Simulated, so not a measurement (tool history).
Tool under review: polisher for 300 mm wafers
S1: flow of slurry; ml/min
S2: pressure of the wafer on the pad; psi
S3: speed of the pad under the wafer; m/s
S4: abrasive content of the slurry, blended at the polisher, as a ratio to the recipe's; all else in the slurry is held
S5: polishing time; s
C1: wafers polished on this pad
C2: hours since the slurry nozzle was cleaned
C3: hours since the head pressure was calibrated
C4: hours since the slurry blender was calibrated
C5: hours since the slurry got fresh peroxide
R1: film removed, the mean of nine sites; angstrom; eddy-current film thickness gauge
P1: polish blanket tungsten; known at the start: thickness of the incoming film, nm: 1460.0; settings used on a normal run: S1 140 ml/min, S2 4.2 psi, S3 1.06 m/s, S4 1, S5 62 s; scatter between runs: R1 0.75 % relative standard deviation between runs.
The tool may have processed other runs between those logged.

{"run": 1, "hour": 9.2, "S1": 140, "S2": 4.2, "S3": 1.06, "S4": 1, "S5": 62, "C1": 786, "C2": 205.8, "C3": 156.7, "C4": 105, "C5": 141.4, "R1": 2897.5}
{"run": 2, "hour": 25.3, "S1": 200, "S2": 4.2, "S3": 1.06, "S4": 1, "S5": 62, "C1": 1003, "C2": 221.9, "C3": 172.8, "C4": 121.1, "C5": 157.5, "R1": 3081.5}
{"run": 3, "hour": 34.0, "S1": 140, "S2": 4.2, "S3": 1.44, "S4": 1, "S5": 62, "C1": 1121, "C2": 230.6, "C3": 181.5, "C4": 129.8, "C5": 166.2, "R1": 3936.4}
{"run": 4, "hour": 48.2, "S1": 220, "S2": 4.2, "S3": 1.06, "S4": 1.45, "S5": 62, "C1": 1312, "C2": 244.8, "C3": 195.7, "C4": 144, "C5": 180.4, "R1": 3380.3}
{"hour": 49.0, "done": "slurry nozzle cleaned"}
{"run": 5, "hour": 56.3, "S1": 140, "S2": 4.2, "S3": 1.06, "S4": 1, "S5": 62, "C1": 1421, "C2": 7.3, "C3": 203.8, "C4": 152.1, "C5": 188.5, "R1": 2905.2}
{"run": 6, "hour": 65.5, "S1": 95, "S2": 4.2, "S3": 1.06, "S4": 1, "S5": 62, "C1": 1545, "C2": 16.5, "C3": 213, "C4": 161.3, "C5": 197.7, "R1": 2678.9}
{"hour": 68.7, "done": "slurry tank refilled with fresh slurry and peroxide"}
{"run": 7, "hour": 75.9, "S1": 140, "S2": 4.2, "S3": 1.06, "S4": 1, "S5": 28, "C1": 1686, "C2": 26.9, "C3": 223.4, "C4": 171.7, "C5": 7.2, "R1": 1305.8}
{"run": 8, "hour": 92.7, "S1": 140, "S2": 4.2, "S3": 1.06, "S4": 1, "S5": 62, "C1": 1912, "C2": 43.7, "C3": 240.2, "C4": 188.5, "C5": 24, "R1": 2927.1}
{"run": 9, "hour": 106.8, "S1": 140, "S2": 4.2, "S3": 1.06, "S4": 0.6, "S5": 62, "C1": 2102, "C2": 57.8, "C3": 254.3, "C4": 202.6, "C5": 38.1, "R1": 2527.1}
{"run": 10, "hour": 119.7, "S1": 140, "S2": 4.2, "S3": 1.06, "S4": 1, "S5": 96, "C1": 2276, "C2": 70.7, "C3": 267.2, "C4": 215.5, "C5": 51, "R1": 4460.1}
{"run": 11, "hour": 128.7, "S1": 140, "S2": 4.2, "S3": 1.06, "S4": 1.25, "S5": 62, "C1": 2397, "C2": 79.7, "C3": 276.2, "C4": 224.5, "C5": 60, "R1": 3030.1}
{"run": 12, "hour": 143.2, "S1": 140, "S2": 4.2, "S3": 1.06, "S4": 1, "S5": 62, "C1": 2593, "C2": 94.2, "C3": 290.7, "C4": 239, "C5": 74.5, "R1": 2879.8}
{"run": 13, "hour": 152.7, "S1": 140, "S2": 4.2, "S3": 0.48, "S4": 1, "S5": 62, "C1": 2721, "C2": 103.7, "C3": 300.2, "C4": 248.5, "C5": 84, "R1": 1307.6}
{"run": 14, "hour": 168.4, "S1": 140, "S2": 1.9, "S3": 1.06, "S4": 1, "S5": 62, "C1": 2933, "C2": 119.4, "C3": 315.9, "C4": 264.2, "C5": 99.7, "R1": 1316.9}
{"run": 15, "hour": 181.3, "S1": 140, "S2": 4.2, "S3": 1.06, "S4": 1, "S5": 62, "C1": 3107, "C2": 132.3, "C3": 328.8, "C4": 277.1, "C5": 112.6, "R1": 2897.9}
{"run": 16, "hour": 189.5, "S1": 140, "S2": 4.2, "S3": 1.06, "S4": 1, "S5": 62, "C1": 3217, "C2": 140.5, "C3": 337, "C4": 285.3, "C5": 120.8, "R1": 2871.8}
{"run": 17, "hour": 201.3, "S1": 140, "S2": 6.5, "S3": 1.06, "S4": 1, "S5": 62, "C1": 3376, "C2": 152.3, "C3": 348.8, "C4": 297.1, "C5": 132.6, "R1": 4429}
{"run": 18, "hour": 209.8, "S1": 140, "S2": 4.2, "S3": 0.64, "S4": 1, "S5": 97, "C1": 3491, "C2": 160.8, "C3": 357.3, "C4": 305.6, "C5": 141.1, "R1": 2739.9}
{"run": 19, "hour": 224.9, "S1": 140, "S2": 4.2, "S3": 1.06, "S4": 1, "S5": 62, "C1": 3695, "C2": 175.9, "C3": 372.4, "C4": 320.7, "C5": 156.2, "R1": 2897.9}
{"run": 20, "hour": 233.9, "S1": 140, "S2": 4.2, "S3": 1.06, "S4": 1, "S5": 62, "C1": 3816, "C2": 184.9, "C3": 381.4, "C4": 329.7, "C5": 165.2, "R1": 2792.2}
{"run": 21, "hour": 249.0, "S1": 140, "S2": 4.2, "S3": 1.06, "S4": 1, "S5": 62, "C1": 4019, "C2": 200, "C3": 396.5, "C4": 344.8, "C5": 180.3, "R1": 2658.2}
{"run": 22, "hour": 257.6, "S1": 140, "S2": 4.2, "S3": 1.06, "S4": 1, "S5": 62, "C1": 4135, "C2": 208.6, "C3": 405.1, "C4": 353.4, "C5": 188.9, "R1": 2626.5}
{"run": 23, "hour": 267.2, "S1": 140, "S2": 4.2, "S3": 1.06, "S4": 1, "S5": 62, "C1": 4265, "C2": 218.2, "C3": 414.7, "C4": 363, "C5": 198.5, "R1": 2608.2}
{"hour": 275.9, "done": "worn pad replaced by a new one"}
{"hour": 277.7, "done": "head pressure recalibrated"}
{"hour": 278.3, "done": "slurry blender recalibrated"}
{"run": 24, "hour": 278.3, "S1": 140, "S2": 4.2, "S3": 1.06, "S4": 1, "S5": 62, "C1": 33, "C2": 229.3, "C3": 0.7, "C4": 0, "C5": 209.6, "R1": 2609.4}
{"run": 25, "hour": 294.8, "S1": 140, "S2": 4.2, "S3": 1.06, "S4": 1, "S5": 62, "C1": 256, "C2": 245.8, "C3": 17.2, "C4": 16.5, "C5": 226.1, "R1": 2601.1}

Predict the results of run 26:
{"run": 26, "hour": 302.1, "S1": 140, "S2": 4.2, "S3": 1.06, "S4": 1, "S5": 62, "C1": 354, "C2": 253.1, "C3": 24.5, "C4": 23.8, "C5": 233.4, "R1": "?"}

Run 26 came out at R1 2589.8 angstrom.
